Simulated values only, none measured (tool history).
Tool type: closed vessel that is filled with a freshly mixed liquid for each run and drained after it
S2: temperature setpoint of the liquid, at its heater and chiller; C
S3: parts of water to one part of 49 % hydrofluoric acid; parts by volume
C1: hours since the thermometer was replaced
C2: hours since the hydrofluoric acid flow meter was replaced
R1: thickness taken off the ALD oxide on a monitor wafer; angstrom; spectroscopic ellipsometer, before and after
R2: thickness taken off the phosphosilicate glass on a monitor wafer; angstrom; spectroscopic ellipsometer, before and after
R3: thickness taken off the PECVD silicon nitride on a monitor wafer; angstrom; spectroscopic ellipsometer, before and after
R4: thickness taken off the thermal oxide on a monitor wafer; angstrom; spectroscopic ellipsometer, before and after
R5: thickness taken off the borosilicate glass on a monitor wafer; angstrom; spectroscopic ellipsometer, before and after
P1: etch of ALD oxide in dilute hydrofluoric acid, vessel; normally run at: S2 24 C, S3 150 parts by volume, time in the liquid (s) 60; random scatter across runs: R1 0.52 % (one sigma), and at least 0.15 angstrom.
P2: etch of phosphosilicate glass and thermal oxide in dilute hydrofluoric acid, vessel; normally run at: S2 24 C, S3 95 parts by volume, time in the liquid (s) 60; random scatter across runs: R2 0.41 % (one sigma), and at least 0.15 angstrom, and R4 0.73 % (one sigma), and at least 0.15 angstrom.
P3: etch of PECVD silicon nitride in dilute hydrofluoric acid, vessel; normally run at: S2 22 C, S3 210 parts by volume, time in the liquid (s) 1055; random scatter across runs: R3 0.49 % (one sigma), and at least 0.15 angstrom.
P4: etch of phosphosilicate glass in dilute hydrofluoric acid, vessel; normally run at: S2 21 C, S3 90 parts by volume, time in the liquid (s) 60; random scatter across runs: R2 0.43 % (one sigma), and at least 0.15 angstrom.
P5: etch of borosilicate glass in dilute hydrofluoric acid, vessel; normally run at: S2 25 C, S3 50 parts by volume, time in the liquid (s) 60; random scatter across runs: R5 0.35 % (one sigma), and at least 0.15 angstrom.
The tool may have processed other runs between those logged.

run 1 hour=14.1 | process_that_ran=P1 S2=24 S3=150 time_in_the_liquid_(s)=60 | C1=481.4 C2=563 | R1=67.14
run 2 hour=28 | process_that_ran=P1 S2=17 S3=150 time_in_the_liquid_(s)=60 | C1=495.3 C2=576.9 | R1=50.325
run 3 hour=41.2 | process_that_ran=P4 S2=21 S3=90 time_in_the_liquid_(s)=60 | C1=508.5 C2=590.1 | R2=699
run 4 hour=55.9 | process_that_ran=P1 S2=24 S3=245 time_in_the_liquid_(s)=60 | C1=523.2 C2=604.8 | R1=36.673
run 5 hour=63.8 | process_that_ran=P3 S2=22 S3=210 time_in_the_liquid_(s)=1900 | C1=531.1 C2=612.7 | R3=300.82
run 6 hour=74.4 | process_that_ran=P1 S2=28.5 S3=65 time_in_the_liquid_(s)=60 | C1=541.7 C2=623.3 | R1=203.88
run 7 hour=89.4 | process_that_ran=P2 S2=24 S3=95 time_in_the_liquid_(s)=60 | C1=556.7 C2=638.3 | R2=637.6 R4=31.653
run 8 hour=104.8 | process_that_ran=P5 S2=25 S3=50 time_in_the_liquid_(s)=60 | C1=572.1 C2=653.7 | R5=433.33
run 9 hour=115.9 | process_that_ran=P4 S2=28.5 S3=90 time_in_the_liquid_(s)=60 | C1=583.2 C2=664.8 | R2=940.54
run 10 hour=127.4 | process_that_ran=P4 S2=21 S3=90 time_in_the_liquid_(s)=30 | C1=594.7 C2=676.3 | R2=348.46
run 11 hour=135.9 | process_that_ran=P1 S2=24 S3=150 time_in_the_liquid_(s)=60 | C1=603.2 C2=684.8 | R1=66.531
run 12 hour=148.3 | process_that_ran=P4 S2=21 S3=90 time_in_the_liquid_(s)=60 | C1=615.6 C2=697.2 | R2=695.83
-- hour=158.6 thermometer replaced
run 13 hour=162.9 | process_that_ran=P5 S2=32 S3=50 time_in_the_liquid_(s)=60 | C1=4.4 C2=711.8 | R5=571.99
run 14 hour=177.3 | process_that_ran=P2 S2=24 S3=160 time_in_the_liquid_(s)=60 | C1=18.8 C2=726.2 | R2=350.32 R4=17.694
run 15 hour=185.3 | process_that_ran=P1 S2=24 S3=150 time_in_the_liquid_(s)=60 | C1=26.8 C2=734.2 | R1=66.874
run 16 hour=201.8 | process_that_ran=P1 S2=24 S3=150 time_in_the_liquid_(s)=60 | C1=43.3 C2=750.7 | R1=66.095
run 17 hour=214.1 | process_that_ran=P5 S2=25 S3=20 time_in_the_liquid_(s)=60 | C1=55.6 C2=763 | R5=1132.6
run 18 hour=228.7 | process_that_ran=P5 S2=25 S3=50 time_in_the_liquid_(s)=60 | C1=70.2 C2=777.6 | R5=434.82
run 19 hour=236.3 | process_that_ran=P1 S2=29.5 S3=150 time_in_the_liquid_(s)=60 | C1=77.8 C2=785.2 | R1=82.12
run 20 hour=248.8 | process_that_ran=P2 S2=24 S3=95 time_in_the_liquid_(s)=30 | C1=90.3 C2=797.7 | R2=315.6 R4=15.784
run 21 hour=259.9 | process_that_ran=P1 S2=24 S3=40 time_in_the_liquid_(s)=60 | C1=101.4 C2=808.8 | R1=288.44
run 22 hour=269.4 | process_that_ran=P3 S2=22 S3=50 time_in_the_liquid_(s)=1055 | C1=110.9 C2=818.3 | R3=678.43
run 23 hour=279.5 | process_that_ran=P4 S2=21 S3=140 time_in_the_liquid_(s)=60 | C1=121 C2=828.4 | R2=424.16
run 24 hour=289.1 | process_that_ran=P2 S2=24 S3=95 time_in_the_liquid_(s)=60 | C1=130.6 C2=838 | R2=638.71 R4=31.301
run 25 hour=302.1 | process_that_ran=P1 S2=24 S3=150 time_in_the_liquid_(s)=90 | C1=143.6 C2=851 | R1=100.01
run 26 hour=316 | process_that_ran=P5 S2=25 S3=50 time_in_the_liquid_(s)=115 | C1=157.5 C2=864.9 | R5=829.47
run 27 hour=325.2 | process_that_ran=P3 S2=29 S3=210 time_in_the_liquid_(s)=1055 | C1=166.7 C2=874.1 | R3=259.84
run 28 hour=332.7 | process_that_ran=P3 S2=22 S3=210 time_in_the_liquid_(s)=1055 | C1=174.2 C2=881.6 | R3=166.97
run 29 hour=347.5 | process_that_ran=P1 S2=24 S3=150 time_in_the_liquid_(s)=60 | C1=189 C2=896.4 | R1=66.938
run 30 hour=356.7 | process_that_ran=P1 S2=24 S3=150 time_in_the_liquid_(s)=60 | C1=198.2 C2=905.6 | R1=67.044
run 31 hour=368.7 | process_that_ran=P1 S2=24 S3=150 time_in_the_liquid_(s)=30 | C1=210.2 C2=917.6 | R1=32.992
run 32 hour=380.7 | process_that_ran=P2 S2=32.5 S3=95 time_in_the_liquid_(s)=60 | C1=222.2 C2=929.6 | R2=879.52 R4=43.387
run 33 hour=394.6 | process_that_ran=P3 S2=22 S3=210 time_in_the_liquid_(s)=1055 | C1=236.1 C2=943.5 | R3=168.25
run 34 hour=409.7 | process_that_ran=P1 S2=24 S3=150 time_in_the_liquid_(s)=60 | C1=251.2 C2=958.6 | R1=66.912
run 35 hour=426 | process_that_ran=P1 S2=24 S3=150 time_in_the_liquid_(s)=60 | C1=267.5 C2=974.9 | R1=67.193
run 36 hour=436.7 | process_that_ran=P1 S2=24 S3=150 time_in_the_liquid_(s)=60 | C1=278.2 C2=985.6 | R1=68.493
run 37 hour=448.1 | process_that_ran=P1 S2=24 S3=150 time_in_the_liquid_(s)=60 | C1=289.6 C2=997 | R1=68.666
run 38 hour=457.1 | process_that_ran=P1 S2=24 S3=150 time_in_the_liquid_(s)=60 | C1=298.6 C2=1006 | R1=69.519
run 39 hour=469.6 | process_that_ran=P1 S2=24 S3=150 time_in_the_liquid_(s)=60 | C1=311.1 C2=1018.5 | R1=70.976
run 40 hour=482 | process_that_ran=P1 S2=24 S3=150 time_in_the_liquid_(s)=60 | C1=323.5 C2=1030.9 | R1=71.107
run 41 hour=491.8 | process_that_ran=P1 S2=24 S3=150 time_in_the_liquid_(s)=60 | C1=333.3 C2=1040.7 | R1=72.245
run 42 hour=503.7 | process_that_ran=P1 S2=24 S3=150 time_in_the_liquid_(s)=60 | C1=345.2 C2=1052.6 | R1=71.938
run 43 hour=516.4 | process_that_ran=P1 S2=24 S3=150 time_in_the_liquid_(s)=60 | C1=357.9 C2=1065.3 | R1=72.059
run 44 hour=532.7 | process_that_ran=P1 S2=24 S3=150 time_in_the_liquid_(s)=60 | C1=374.2 C2=1081.6 | R1=70.984
run 45 hour=546.6 | process_that_ran=P1 S2=24 S3=150 time_in_the_liquid_(s)=60 | C1=388.1 C2=1095.5 | R1=72.286

P1 no longer gives what it gave before; its output has crept away from where it was. The following 2 causes, each at its listed size, fit the log equally well:
A: liquid hotter than its thermometer reads (K) = 1.92
B: hydrofluoric acid flow above the setpoint (%) = 6.42
The drift started at roughly hour 426.

Which of the 4 check runs listed below separates the causes, so that each cause would produce a clearly different result? Each run uses one wafer, and its results are marked with question marks.
run check 1 hour=560.5 | process_that_ran=P2 S2=30.5 S3=160 time_in_the_liquid_(s)=60 | R2=? R4=?
run check 2 hour=560.5 | process_that_ran=P5 S2=29.5 S3=50 time_in_the_liquid_(s)=105 | R5=?
run check 3 hour=560.5 | process_that_ran=P4 S2=28.5 S3=135 time_in_the_liquid_(s)=60 | R2=?
run check 4 hour=560.5 | process_that_ran=P3 S2=28.5 S3=210 time_in_the_liquid_(s)=1680 | R3=?

Outcome of each check run for each possible cause:
check=check_1 result=R2 if_A=474.93 if_B=478.5
check=check_1 result=R4 if_A=23.631 if_B=23.808
check=check_2 result=R5 if_A=980.16 if_B=972.19
check=check_3 result=R2 if_A=632.38 if_B=633.99
check=check_4 result=R3 if_A=448.79 if_B=426.1
Distance between the nearest two causes, measured in the result of the check that separates them most: check 1 0.75 %; check 2 0.82 %; check 3 0.25 %; check 4 5.19 %
The causes can be told apart only by check 4. The other checks would give nearly the same results under each of them.

Check 4 was carried out, with these results: R3 453.33 angstrom. Which of the listed causes is responsible?

It is A: liquid hotter than its thermometer reads (K).

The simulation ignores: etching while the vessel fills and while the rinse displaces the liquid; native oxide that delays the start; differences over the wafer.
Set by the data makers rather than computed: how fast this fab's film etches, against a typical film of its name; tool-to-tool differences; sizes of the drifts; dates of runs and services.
